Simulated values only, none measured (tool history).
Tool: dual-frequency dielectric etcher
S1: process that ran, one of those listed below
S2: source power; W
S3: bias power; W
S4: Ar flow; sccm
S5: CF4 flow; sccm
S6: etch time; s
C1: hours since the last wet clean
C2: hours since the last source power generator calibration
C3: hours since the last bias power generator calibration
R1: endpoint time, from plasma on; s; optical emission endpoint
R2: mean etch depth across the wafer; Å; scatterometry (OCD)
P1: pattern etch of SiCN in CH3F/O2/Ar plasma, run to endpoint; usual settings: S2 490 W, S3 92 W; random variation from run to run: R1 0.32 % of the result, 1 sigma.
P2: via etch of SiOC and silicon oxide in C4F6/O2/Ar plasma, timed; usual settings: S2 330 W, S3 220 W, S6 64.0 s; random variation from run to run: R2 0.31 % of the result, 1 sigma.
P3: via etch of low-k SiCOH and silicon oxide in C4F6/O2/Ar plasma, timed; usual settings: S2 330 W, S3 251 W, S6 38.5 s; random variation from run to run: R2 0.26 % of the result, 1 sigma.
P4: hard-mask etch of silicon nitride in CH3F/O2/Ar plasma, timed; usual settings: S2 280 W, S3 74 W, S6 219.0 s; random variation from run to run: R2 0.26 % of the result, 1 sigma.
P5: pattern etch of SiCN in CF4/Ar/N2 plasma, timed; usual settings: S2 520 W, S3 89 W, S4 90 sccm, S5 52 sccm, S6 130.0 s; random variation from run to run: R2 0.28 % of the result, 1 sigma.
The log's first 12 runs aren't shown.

run,day,S1,S2,S3,S4,S5,S6,C1,C2,C3,R1,R2
# day 2.050: bias power generator calibrated
13,2.112,P1,290,92,,,,511.9,2066.5,1.5,25.474,
14,2.279,P1,490,117,,,,515.9,2070.5,5.5,19.142,
15,2.433,P1,690,92,,,,519.6,2074.2,9.2,18.570,
16,2.571,P4,280,74,,,272.5,522.9,2077.5,12.5,,1702.60
17,2.775,P1,490,92,,,,527.8,2082.4,17.4,20.988,
18,2.996,P5,520,89,90,52,130.0,533.1,2087.7,22.7,,1304.60
19,3.121,P5,520,57,90,52,130.0,536.1,2090.7,25.7,,1119.00
20,3.271,P1,490,92,,,,539.7,2094.3,29.3,20.955,
21,3.425,P3,330,343,,,38.5,543.4,2098.0,33.0,,1176.30
22,3.558,P1,610,58,,,,546.6,2101.2,36.2,22.639,
23,3.671,P1,490,70,,,,549.3,2103.9,38.9,23.094,
24,3.775,P5,320,89,90,52,130.0,551.8,2106.4,41.4,,857.14
25,4.004,P5,520,89,90,52,80.0,557.3,2111.9,46.9,,803.28
# day 4.088: source power generator calibrated
26,4.162,P2,230,220,,,64.0,561.1,1.8,50.7,,607.64
27,4.338,P1,490,92,,,,565.3,6.0,54.9,20.943,
28,4.479,P4,390,74,,,219.0,568.7,9.4,58.3,,1555.80

The next listed run, before its measurement:
29,4.638,P2,330,220,,,64.0,572.5,13.2,62.1,,?

{"run 29": {"R2": 693.87}}
